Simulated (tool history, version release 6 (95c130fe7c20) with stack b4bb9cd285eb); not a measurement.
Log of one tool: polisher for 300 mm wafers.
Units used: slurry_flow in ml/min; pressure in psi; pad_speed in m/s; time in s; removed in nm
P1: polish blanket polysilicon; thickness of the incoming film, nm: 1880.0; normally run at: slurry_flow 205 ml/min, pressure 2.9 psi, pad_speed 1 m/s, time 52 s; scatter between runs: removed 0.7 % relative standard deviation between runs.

run 1 hour=7.1 | slurry_flow=205 pressure=2.9 pad_speed=1 time=52 | removed=433.72
run 2 hour=12.7 | slurry_flow=205 pressure=2.9 pad_speed=0.64 time=52 | removed=278.9
run 3 hour=16.9 | slurry_flow=205 pressure=2.9 pad_speed=1 time=52 | removed=435.62
run 4 hour=23.5 | slurry_flow=205 pressure=4.3 pad_speed=0.5 time=52 | removed=325.63
run 5 hour=27.4 | slurry_flow=205 pressure=2.9 pad_speed=1 time=52 | removed=441.83
run 6 hour=33.4 | slurry_flow=275 pressure=2.9 pad_speed=1 time=52 | removed=453.24
run 7 hour=41.4 | slurry_flow=205 pressure=2.9 pad_speed=1.42 time=52 | removed=618.94
run 8 hour=45.4 | slurry_flow=125 pressure=2.9 pad_speed=1 time=52 | removed=404.25
run 9 hour=49.9 | slurry_flow=205 pressure=2.9 pad_speed=1 time=52 | removed=436.27
run 10 hour=57.8 | slurry_flow=205 pressure=1.4 pad_speed=1 time=52 | removed=209.51
run 11 hour=62.3 | slurry_flow=205 pressure=2.9 pad_speed=1 time=27 | removed=224.53
run 12 hour=68.4 | slurry_flow=205 pressure=2.9 pad_speed=1 time=52 | removed=436.74
-- hour=70.3 head pressure recalibrated
run 13 hour=72.4 | slurry_flow=205 pressure=2.9 pad_speed=1 time=52 | removed=430.16
run 14 hour=79 | slurry_flow=205 pressure=4.5 pad_speed=1 time=52 | removed=680.63
run 15 hour=84.6 | slurry_flow=205 pressure=2.9 pad_speed=1 time=52 | removed=438.57
run 16 hour=89.7 | slurry_flow=205 pressure=2.9 pad_speed=1 time=77 | removed=650.33
run 17 hour=95.6 | slurry_flow=205 pressure=2.9 pad_speed=1 time=52 | removed=431.47
run 18 hour=102 | slurry_flow=205 pressure=2.9 pad_speed=1 time=52 | removed=426.29
run 19 hour=107.3 | slurry_flow=205 pressure=2.9 pad_speed=1 time=52 | removed=416.29
run 20 hour=111.7 | slurry_flow=205 pressure=2.9 pad_speed=1 time=52 | removed=415.06

Predict the results of run 21:
-- hour=113.5 head pressure recalibrated
run 21 hour=116.4 | slurry_flow=205 pressure=2.9 pad_speed=1 time=52 | removed=?

removed: 409.46 nm
